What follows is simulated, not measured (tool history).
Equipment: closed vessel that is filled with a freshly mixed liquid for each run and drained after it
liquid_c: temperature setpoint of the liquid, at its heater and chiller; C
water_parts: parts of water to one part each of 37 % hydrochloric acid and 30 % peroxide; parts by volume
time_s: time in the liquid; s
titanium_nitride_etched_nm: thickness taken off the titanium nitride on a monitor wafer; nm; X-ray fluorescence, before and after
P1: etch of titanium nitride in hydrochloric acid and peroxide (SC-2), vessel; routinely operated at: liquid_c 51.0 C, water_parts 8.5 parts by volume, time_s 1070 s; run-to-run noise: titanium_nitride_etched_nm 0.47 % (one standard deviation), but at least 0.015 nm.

Run 1, day 0.354: liquid_c 51.0 C, water_parts 8.5 parts by volume, time_s 1070 s. Result: titanium_nitride_etched_nm 48.980 nm.
Run 2, day 0.675: liquid_c 51.0 C, water_parts 8.5 parts by volume, time_s 1070 s. Result: titanium_nitride_etched_nm 48.637 nm.
Run 3, day 0.962: liquid_c 51.0 C, water_parts 8.5 parts by volume, time_s 1070 s. Result: titanium_nitride_etched_nm 48.782 nm.
Run 4, day 1.467: liquid_c 66.5 C, water_parts 8.5 parts by volume, time_s 1070 s. Result: titanium_nitride_etched_nm 128.990 nm.
Run 5, day 1.917: liquid_c 51.0 C, water_parts 5.5 parts by volume, time_s 340 s. Result: titanium_nitride_etched_nm 21.692 nm.
Run 6, day 2.154: liquid_c 51.0 C, water_parts 8.5 parts by volume, time_s 2085 s. Result: titanium_nitride_etched_nm 95.383 nm.
Run 7, day 2.475: liquid_c 37.5 C, water_parts 8.5 parts by volume, time_s 1070 s. Result: titanium_nitride_etched_nm 19.127 nm.
Run 8, day 2.929: liquid_c 51.0 C, water_parts 4.0 parts by volume, time_s 1070 s. Result: titanium_nitride_etched_nm 85.318 nm.
Run 9, day 3.308: liquid_c 51.0 C, water_parts 8.5 parts by volume, time_s 1070 s. Result: titanium_nitride_etched_nm 48.368 nm.
Run 10, day 3.792: liquid_c 51.0 C, water_parts 14.5 parts by volume, time_s 1070 s. Result: titanium_nitride_etched_nm 31.005 nm.
Run 11, day 4.304: liquid_c 51.0 C, water_parts 8.5 parts by volume, time_s 1070 s. Result: titanium_nitride_etched_nm 48.462 nm.
Run 12, day 4.550: liquid_c 51.0 C, water_parts 8.5 parts by volume, time_s 1070 s. Result: titanium_nitride_etched_nm 48.435 nm.
At day 4.617: chemicals flow meter replaced.
Run 13, day 4.842: liquid_c 51.0 C, water_parts 8.5 parts by volume, time_s 520 s. Result: titanium_nitride_etched_nm 23.388 nm.

Expected results for the next run?
Run 14, day 5.108: liquid_c 44.5 C, water_parts 5.5 parts by volume, time_s 1070 s. Result: titanium_nitride_etched_nm ?.

{"run 14": {"titanium_nitride_etched_nm": 44.018}}
